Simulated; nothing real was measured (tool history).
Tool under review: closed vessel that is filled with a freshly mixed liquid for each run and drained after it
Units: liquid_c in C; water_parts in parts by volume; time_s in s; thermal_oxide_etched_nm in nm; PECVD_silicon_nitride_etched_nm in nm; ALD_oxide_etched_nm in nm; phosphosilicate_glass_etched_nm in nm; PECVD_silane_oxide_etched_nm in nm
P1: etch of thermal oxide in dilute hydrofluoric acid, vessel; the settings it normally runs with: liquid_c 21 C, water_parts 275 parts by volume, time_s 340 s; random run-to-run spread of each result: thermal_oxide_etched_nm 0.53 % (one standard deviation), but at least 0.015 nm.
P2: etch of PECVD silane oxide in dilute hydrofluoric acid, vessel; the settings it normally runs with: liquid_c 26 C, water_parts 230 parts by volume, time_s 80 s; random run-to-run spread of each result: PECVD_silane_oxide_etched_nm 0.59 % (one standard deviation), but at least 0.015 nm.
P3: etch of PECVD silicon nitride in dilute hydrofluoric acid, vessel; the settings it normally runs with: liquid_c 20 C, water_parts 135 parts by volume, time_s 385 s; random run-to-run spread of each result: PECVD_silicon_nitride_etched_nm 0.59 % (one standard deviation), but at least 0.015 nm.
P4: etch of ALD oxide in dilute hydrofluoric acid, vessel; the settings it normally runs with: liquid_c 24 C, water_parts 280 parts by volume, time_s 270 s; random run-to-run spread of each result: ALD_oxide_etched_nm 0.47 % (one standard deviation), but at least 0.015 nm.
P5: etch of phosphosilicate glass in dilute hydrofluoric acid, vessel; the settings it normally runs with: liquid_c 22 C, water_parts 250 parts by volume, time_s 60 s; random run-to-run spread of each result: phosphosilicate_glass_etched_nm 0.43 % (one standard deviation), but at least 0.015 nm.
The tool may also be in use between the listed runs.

run	day	process	liquid_c	water_parts	time_s	hours since the thermometer was replaced	hours since the hydrofluoric acid flow meter was replaced	thermal_oxide_etched_nm	PECVD_silicon_nitride_etched_nm	ALD_oxide_etched_nm	phosphosilicate_glass_etched_nm	PECVD_silane_oxide_etched_nm
1	0.467	P1	21	275	340	513.5	703.8	4.1977				
2	0.979	P3	17	135	385	525.8	716.1		4.4456			
3	1.342	P1	21	275	340	534.5	724.8	4.1909				
4	1.746	P1	21	275	340	544.2	734.5	4.1426				
5	2.146	P3	20	135	385	553.8	744.1		5.4358			
6	2.708	P4	30	280	270	567.3	757.6			11.374		
7	3.2	P1	21	275	630	579.1	769.4	7.6223				
8	3.696	P5	22	250	60	591	781.3				15.385	
9	4.217	P1	17	275	340	603.5	793.8	3.5831				
10	4.733	P5	22	55	60	615.9	806.2				86.812	
11	5.038	P1	21	275	340	623.2	813.5	4.1798				
12	5.392	P2	26	420	80	631.7	822					2.2331
13	5.908	P3	20	45	385	644.1	834.4		15.774			
14	6.333	P4	24	280	430	654.3	844.6			14.93		
15	6.817	P3	20	135	670	665.9	856.2		9.5011			
16	7.433	P1	21	135	550	680.7	871	15.717				
17	7.975	P2	26	230	80	693.7	884					4.9945
18	8.325	P1	21	275	340	702.1	892.4	4.1587				
19	8.979	P4	24	405	270	717.8	908.1			5.8114		
20	9.433	P1	21	275	340	728.7	919	4.1537				
21	10.075	P1	21	80	340	744.1	934.4	17.344				
22	10.508	P2	26	230	145	754.5	944.8					8.9613
23	10.979	P4	24	280	270	765.8	956.1			9.3142		
24	11.571	P1	27.5	275	340	780	970.3	5.2769				
25	12.025	P1	21	275	340	790.9	981.2	4.1107				
26	12.433	P5	22	250	105	800.7	991				27.04	
27	12.892	P5	17.5	250	60	811.7	1002				13.02	
28	13.533	P1	21	460	340	827.1	1017.4	2.1322				
29	13.921	P2	26	230	80	836.4	1026.7					5.0004
30	14.304	P2	33	230	80	845.6	1035.9					6.2621
31	14.921	P4	24	280	270	860.4	1050.7			9.3233		
32	15.538	P3	20	135	385	875.2	1065.5		5.4182			
33	16.154	P1	21	275	185	890	1080.3	2.2689				
34	16.496	P1	21	275	340	898.2	1088.5	4.1619				
35	16.8	P1	21	275	340	905.5	1095.8	4.0673				
36	17.325	P1	21	275	340	918.1	1108.4	3.9667				
37	17.854	P1	21	275	340	930.8	1121.1	3.9746				
38	18.442	P1	21	275	340	944.9	1135.2	3.908				
39	18.829	P1	21	275	340	954.2	1144.5	3.8299				
40	19.338	P1	21	275	340	966.4	1156.7	3.8484				
41	19.775	P1	21	275	340	976.9	1167.2	3.8279				
42	20.067	P1	21	275	340	983.9	1174.2	3.861				
43	20.688	P1	21	275	340	998.8	1189.1	3.8603				
44	21.25	P1	21	275	340	1012.3	1202.6	3.8115				

What P1 gives has crept away from where it was. These 2 causes fit the log equally well, each at the size given:
A: liquid colder than its thermometer reads (K) = 2.14
B: hydrofluoric acid flow below the setpoint (%) = 6.06
The process output started creeping at around day 16.496.

The check runs listed below each take one wafer, and their results are still question marks. Under which run would the listed causes lead to clearly different results?
check 1	21.812	P3	17	90	385				?			
check 2	21.812	P5	18.5	250	60						?	
check 3	21.812	P4	24	280	380					?		
check 4	21.812	P2	26	410	115							?

Predicted outcomes, by check and by cause:
check	result	if A	if B
check 1	PECVD_silicon_nitride_etched_nm	5.6584	6.1943
check 2	phosphosilicate_glass_etched_nm	12.412	12.483
check 3	ALD_oxide_etched_nm	12.226	12.177
check 4	PECVD_silane_oxide_etched_nm	3.1307	3.076
Separation of the two closest causes in each check, using whichever result separates them best: check 1 9.05 %; check 2 0.58 %; check 3 0.4 %; check 4 1.76 %
The other checks would show nearly matching results whichever cause is true, so check 1 is the only one that separates the causes.

Here is what check 1 returned: PECVD_silicon_nitride_etched_nm 6.1581 nm. Which cause is it?

Of the candidate causes, it is B: hydrofluoric acid flow below the setpoint (%).
